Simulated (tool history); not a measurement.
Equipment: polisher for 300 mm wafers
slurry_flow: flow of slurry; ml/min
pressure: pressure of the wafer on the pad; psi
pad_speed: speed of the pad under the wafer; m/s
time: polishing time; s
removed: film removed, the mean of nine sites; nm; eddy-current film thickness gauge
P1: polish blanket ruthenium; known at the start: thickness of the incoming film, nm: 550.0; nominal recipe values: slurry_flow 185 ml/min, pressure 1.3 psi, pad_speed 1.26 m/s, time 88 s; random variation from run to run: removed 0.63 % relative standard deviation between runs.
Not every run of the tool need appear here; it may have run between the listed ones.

| run | day | slurry_flow | pressure | pad_speed | time | wafers polished on this pad | hours since the slurry nozzle was cleaned | hours since the head pressure was calibrated | removed |
|---|---|---|---|---|---|---|---|---|---|
| 1 | 0.233 | 185 | 1.3 | 1.26 | 88 | 479 | 336.7 | 733.5 | 84.103 |
| 2 | 0.546 | 185 | 0.6 | 1.26 | 88 | 580 | 344.2 | 741 | 39.134 |
|  | 0.95 | slurry nozzle cleaned |
| 3 | 0.979 | 185 | 1.8 | 1.26 | 88 | 720 | 0.7 | 751.4 | 117.68 |
| 4 | 1.229 | 185 | 1.3 | 1.26 | 133 | 800 | 6.7 | 757.4 | 127.96 |
| 5 | 1.458 | 110 | 1.3 | 1.26 | 88 | 874 | 12.2 | 762.9 | 76.786 |
| 6 | 1.762 | 280 | 1.3 | 1.26 | 88 | 972 | 19.5 | 770.2 | 88.391 |
| 7 | 2.096 | 230 | 1.3 | 1.26 | 114 | 1079 | 27.5 | 778.2 | 112.16 |
| 8 | 2.425 | 185 | 1.3 | 1.82 | 88 | 1185 | 35.4 | 786.1 | 121.34 |
| 9 | 2.904 | 185 | 1 | 1.56 | 88 | 1340 | 46.9 | 797.6 | 79.984 |
| 10 | 3.321 | 185 | 1.8 | 1.26 | 118 | 1474 | 56.9 | 807.6 | 156.36 |
| 11 | 3.579 | 185 | 1.3 | 1.26 | 88 | 1557 | 63.1 | 813.8 | 83.299 |
| 12 | 4.067 | 185 | 1.3 | 1.26 | 88 | 1714 | 74.8 | 825.5 | 83.242 |
| 13 | 4.35 | 185 | 1.3 | 0.78 | 88 | 1805 | 81.6 | 832.3 | 52.091 |
| 14 | 4.854 | 185 | 1.3 | 1.26 | 88 | 1968 | 93.7 | 844.4 | 83.376 |
| 15 | 5.321 | 185 | 1.3 | 1.26 | 49 | 2118 | 104.9 | 855.6 | 46.998 |
| 16 | 5.671 | 185 | 1.3 | 1.26 | 88 | 2231 | 113.3 | 864 | 84.375 |
| 17 | 5.971 | 185 | 1.3 | 1.26 | 88 | 2327 | 120.5 | 871.2 | 83.1 |
| 18 | 6.271 | 185 | 1.3 | 1.26 | 88 | 2424 | 127.7 | 878.4 | 83.277 |
| 19 | 6.738 | 185 | 1.3 | 1.26 | 88 | 2574 | 138.9 | 889.6 | 82.003 |
| 20 | 7.258 | 185 | 1.3 | 1.26 | 88 | 2742 | 151.4 | 902.1 | 79.977 |
|  | 7.458 | head pressure recalibrated |
| 21 | 7.504 | 185 | 1.3 | 1.26 | 88 | 2821 | 157.3 | 1.1 | 79.462 |

Predict the results of run 22:
| 22 | 7.904 | 185 | 1.3 | 1.26 | 88 | 2950 | 166.9 | 10.7 | ? |

removed: 78.694 nm

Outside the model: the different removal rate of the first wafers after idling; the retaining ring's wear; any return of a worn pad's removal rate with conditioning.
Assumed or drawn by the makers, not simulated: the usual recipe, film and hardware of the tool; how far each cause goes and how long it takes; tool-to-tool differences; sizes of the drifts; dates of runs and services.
